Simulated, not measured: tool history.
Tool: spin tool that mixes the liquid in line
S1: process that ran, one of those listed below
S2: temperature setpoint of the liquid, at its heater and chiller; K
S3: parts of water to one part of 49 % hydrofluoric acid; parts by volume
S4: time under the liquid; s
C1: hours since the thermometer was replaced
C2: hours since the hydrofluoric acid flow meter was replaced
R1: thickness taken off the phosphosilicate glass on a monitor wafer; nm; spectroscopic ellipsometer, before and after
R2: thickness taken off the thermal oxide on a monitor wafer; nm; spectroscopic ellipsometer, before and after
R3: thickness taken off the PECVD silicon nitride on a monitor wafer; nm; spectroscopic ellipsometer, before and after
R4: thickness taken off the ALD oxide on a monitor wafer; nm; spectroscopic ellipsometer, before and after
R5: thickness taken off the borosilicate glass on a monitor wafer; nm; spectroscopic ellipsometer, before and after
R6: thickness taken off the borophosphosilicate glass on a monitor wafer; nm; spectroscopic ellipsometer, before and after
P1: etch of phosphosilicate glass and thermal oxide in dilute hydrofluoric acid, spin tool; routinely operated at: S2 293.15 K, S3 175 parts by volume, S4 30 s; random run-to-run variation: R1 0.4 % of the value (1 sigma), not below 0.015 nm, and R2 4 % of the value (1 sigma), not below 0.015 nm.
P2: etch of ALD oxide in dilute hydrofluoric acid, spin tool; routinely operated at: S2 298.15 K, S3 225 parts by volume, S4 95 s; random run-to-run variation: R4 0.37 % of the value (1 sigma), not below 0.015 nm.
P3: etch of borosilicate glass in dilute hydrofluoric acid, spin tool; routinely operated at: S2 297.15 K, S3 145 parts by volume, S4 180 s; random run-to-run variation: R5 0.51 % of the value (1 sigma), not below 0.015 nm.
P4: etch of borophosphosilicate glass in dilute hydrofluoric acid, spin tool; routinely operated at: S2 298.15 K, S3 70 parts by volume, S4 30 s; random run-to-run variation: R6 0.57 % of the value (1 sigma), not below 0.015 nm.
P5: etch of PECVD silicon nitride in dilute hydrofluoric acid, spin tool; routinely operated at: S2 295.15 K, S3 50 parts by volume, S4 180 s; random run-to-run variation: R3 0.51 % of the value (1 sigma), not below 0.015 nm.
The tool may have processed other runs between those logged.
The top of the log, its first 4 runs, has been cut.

Run 5, hour 19.8: S1 P1, S2 293.15 K, S3 175 parts by volume, S4 60 s; C1 756.8; C2 1131.6. Result: R1 31.767 nm, R2 1.3271 nm.
Run 6, hour 22: S1 P2, S2 290.65 K, S3 225 parts by volume, S4 95 s; C1 759; C2 1133.8. Result: R4 9.5151 nm.
Run 7, hour 26.4: S1 P1, S2 296.15 K, S3 245 parts by volume, S4 30 s; C1 763.4; C2 1138.2. Result: R1 11.934 nm, R2 0.51504 nm.
Run 8, hour 31.2: S1 P5, S2 295.15 K, S3 50 parts by volume, S4 180 s; C1 768.2; C2 1143. Result: R3 11.004 nm.
Run 9, hour 36: S1 P1, S2 290.15 K, S3 175 parts by volume, S4 30 s; C1 773; C2 1147.8. Result: R1 14.21 nm, R2 0.56906 nm.
Run 10, hour 41.2: S1 P1, S2 293.15 K, S3 175 parts by volume, S4 30 s; C1 778.2; C2 1153. Result: R1 16.008 nm, R2 0.7029 nm.
Run 11, hour 44.9: S1 P1, S2 293.15 K, S3 175 parts by volume, S4 30 s; C1 781.9; C2 1156.7. Result: R1 15.931 nm, R2 0.69211 nm.
Run 12, hour 48.4: S1 P3, S2 297.15 K, S3 145 parts by volume, S4 180 s; C1 785.4; C2 1160.2. Result: R5 31.431 nm.
Run 13, hour 53.5: S1 P4, S2 298.15 K, S3 70 parts by volume, S4 30 s; C1 790.5; C2 1165.3. Result: R6 13.084 nm.
Run 14, hour 57.3: S1 P3, S2 297.15 K, S3 250 parts by volume, S4 180 s; C1 794.3; C2 1169.1. Result: R5 16.251 nm.
Run 15, hour 60.6: S1 P4, S2 298.15 K, S3 125 parts by volume, S4 30 s; C1 797.6; C2 1172.4. Result: R6 6.7542 nm.
Run 16, hour 65.1: S1 P1, S2 293.15 K, S3 255 parts by volume, S4 30 s; C1 802.1; C2 1176.9. Result: R1 10.149 nm, R2 0.42759 nm.
Run 17, hour 69.7: S1 P1, S2 293.15 K, S3 175 parts by volume, S4 30 s; C1 806.7; C2 1181.5. Result: R1 15.964 nm, R2 0.62939 nm.
Run 18, hour 73.7: S1 P5, S2 290.15 K, S3 50 parts by volume, S4 180 s; C1 810.7; C2 1185.5. Result: R3 7.8127 nm.
Run 19, hour 76.4: S1 P2, S2 298.15 K, S3 225 parts by volume, S4 95 s; C1 813.4; C2 1188.2. Result: R4 12.628 nm.
Run 20, hour 80.9: S1 P1, S2 300.65 K, S3 175 parts by volume, S4 60 s; C1 817.9; C2 1192.7. Result: R1 42.118 nm, R2 1.6599 nm.
Run 21, hour 83.4: S1 P3, S2 303.65 K, S3 145 parts by volume, S4 180 s; C1 820.4; C2 1195.2. Result: R5 40.024 nm.
Run 22, hour 88.4: S1 P1, S2 293.15 K, S3 175 parts by volume, S4 30 s; C1 825.4; C2 1200.2. Result: R1 15.967 nm, R2 0.67128 nm.
At hour 92.2: thermometer replaced.
Run 23, hour 92.5: S1 P4, S2 293.15 K, S3 70 parts by volume, S4 30 s; C1 0.3; C2 1204.3. Result: R6 10.461 nm.

The next listed run, before its measurement:
Run 24, hour 94.9: S1 P3, S2 297.15 K, S3 145 parts by volume, S4 50 s; C1 2.7; C2 1206.7. Result: R5 ?.

R5: 8.7775 nm

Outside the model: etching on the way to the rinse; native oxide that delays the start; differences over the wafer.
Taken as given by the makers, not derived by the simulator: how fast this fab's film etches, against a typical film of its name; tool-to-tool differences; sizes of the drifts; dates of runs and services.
